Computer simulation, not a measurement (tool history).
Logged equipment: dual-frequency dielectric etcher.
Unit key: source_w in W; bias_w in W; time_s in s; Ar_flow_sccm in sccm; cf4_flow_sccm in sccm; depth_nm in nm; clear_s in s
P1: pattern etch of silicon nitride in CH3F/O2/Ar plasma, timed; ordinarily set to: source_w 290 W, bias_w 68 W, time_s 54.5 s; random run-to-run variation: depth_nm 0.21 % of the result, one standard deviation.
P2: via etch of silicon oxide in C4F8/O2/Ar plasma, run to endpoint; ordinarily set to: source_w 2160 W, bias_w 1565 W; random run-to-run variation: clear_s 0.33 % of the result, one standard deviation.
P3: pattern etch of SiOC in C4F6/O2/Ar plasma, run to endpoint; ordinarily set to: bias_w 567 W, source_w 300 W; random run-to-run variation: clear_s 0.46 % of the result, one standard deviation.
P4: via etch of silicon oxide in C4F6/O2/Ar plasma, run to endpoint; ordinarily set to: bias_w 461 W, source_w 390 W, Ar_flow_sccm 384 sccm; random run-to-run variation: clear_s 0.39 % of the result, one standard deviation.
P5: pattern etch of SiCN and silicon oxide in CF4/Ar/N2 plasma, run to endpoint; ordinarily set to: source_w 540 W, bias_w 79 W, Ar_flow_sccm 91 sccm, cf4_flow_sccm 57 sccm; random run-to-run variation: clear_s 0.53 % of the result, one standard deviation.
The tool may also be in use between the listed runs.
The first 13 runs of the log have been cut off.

{"run": 14, "hour": 82.3, "process": "P1", "source_w": 350, "bias_w": 68, "time_s": 54.5, "depth_nm": 35.27}
{"hour": 82.4, "done": "source power generator calibrated"}
{"run": 15, "hour": 86.3, "process": "P5", "source_w": 400, "bias_w": 79, "Ar_flow_sccm": 91, "cf4_flow_sccm": 57, "clear_s": 16.673}
{"hour": 93.9, "done": "bias power generator calibrated"}
{"run": 16, "hour": 94.2, "process": "P1", "source_w": 290, "bias_w": 68, "time_s": 30, "depth_nm": 18.114}
{"run": 17, "hour": 99.0, "process": "P4", "source_w": 390, "bias_w": 461, "Ar_flow_sccm": 297, "clear_s": 29.094}
{"run": 18, "hour": 107.1, "process": "P3", "source_w": 170, "bias_w": 567, "clear_s": 18.755}
{"run": 19, "hour": 112.8, "process": "P2", "source_w": 2160, "bias_w": 1565, "clear_s": 218.6}
{"run": 20, "hour": 118.3, "process": "P4", "source_w": 390, "bias_w": 461, "Ar_flow_sccm": 384, "clear_s": 29.814}
{"run": 21, "hour": 122.3, "process": "P1", "source_w": 290, "bias_w": 68, "time_s": 54.5, "depth_nm": 32.763}
{"run": 22, "hour": 129.5, "process": "P1", "source_w": 290, "bias_w": 56, "time_s": 54.5, "depth_nm": 30.629}
{"run": 23, "hour": 134.2, "process": "P2", "source_w": 2160, "bias_w": 1565, "clear_s": 220.04}
{"run": 24, "hour": 139.8, "process": "P4", "source_w": 250, "bias_w": 461, "Ar_flow_sccm": 384, "clear_s": 35.168}
{"run": 25, "hour": 146.3, "process": "P1", "source_w": 210, "bias_w": 68, "time_s": 54.5, "depth_nm": 29.019}
{"run": 26, "hour": 150.1, "process": "P5", "source_w": 540, "bias_w": 79, "Ar_flow_sccm": 91, "cf4_flow_sccm": 46, "clear_s": 13.203}
{"run": 27, "hour": 158.0, "process": "P2", "source_w": 3040, "bias_w": 1565, "clear_s": 191.06}
{"run": 28, "hour": 165.2, "process": "P1", "source_w": 290, "bias_w": 68, "time_s": 54.5, "depth_nm": 32.845}
{"run": 29, "hour": 169.6, "process": "P5", "source_w": 540, "bias_w": 79, "Ar_flow_sccm": 91, "cf4_flow_sccm": 57, "clear_s": 12.732}
{"run": 30, "hour": 175.1, "process": "P3", "source_w": 300, "bias_w": 567, "clear_s": 15.15}
{"run": 31, "hour": 180.1, "process": "P1", "source_w": 290, "bias_w": 68, "time_s": 54.5, "depth_nm": 32.791}
{"run": 32, "hour": 185.5, "process": "P1", "source_w": 290, "bias_w": 68, "time_s": 54.5, "depth_nm": 33.168}
{"run": 33, "hour": 193.6, "process": "P1", "source_w": 290, "bias_w": 68, "time_s": 54.5, "depth_nm": 33.27}
{"run": 34, "hour": 199.0, "process": "P1", "source_w": 290, "bias_w": 68, "time_s": 54.5, "depth_nm": 33.444}
{"hour": 199.1, "done": "wet clean of the chamber"}
{"run": 35, "hour": 206.5, "process": "P1", "source_w": 290, "bias_w": 68, "time_s": 54.5, "depth_nm": 33.222}

Estimate the outcome of run 36 from the log above:
{"run": 36, "hour": 212.7, "process": "P1", "source_w": 290, "bias_w": 68, "time_s": 54.5, "depth_nm": "?"}

For run 36 the tool returned depth_nm 33.414 nm.
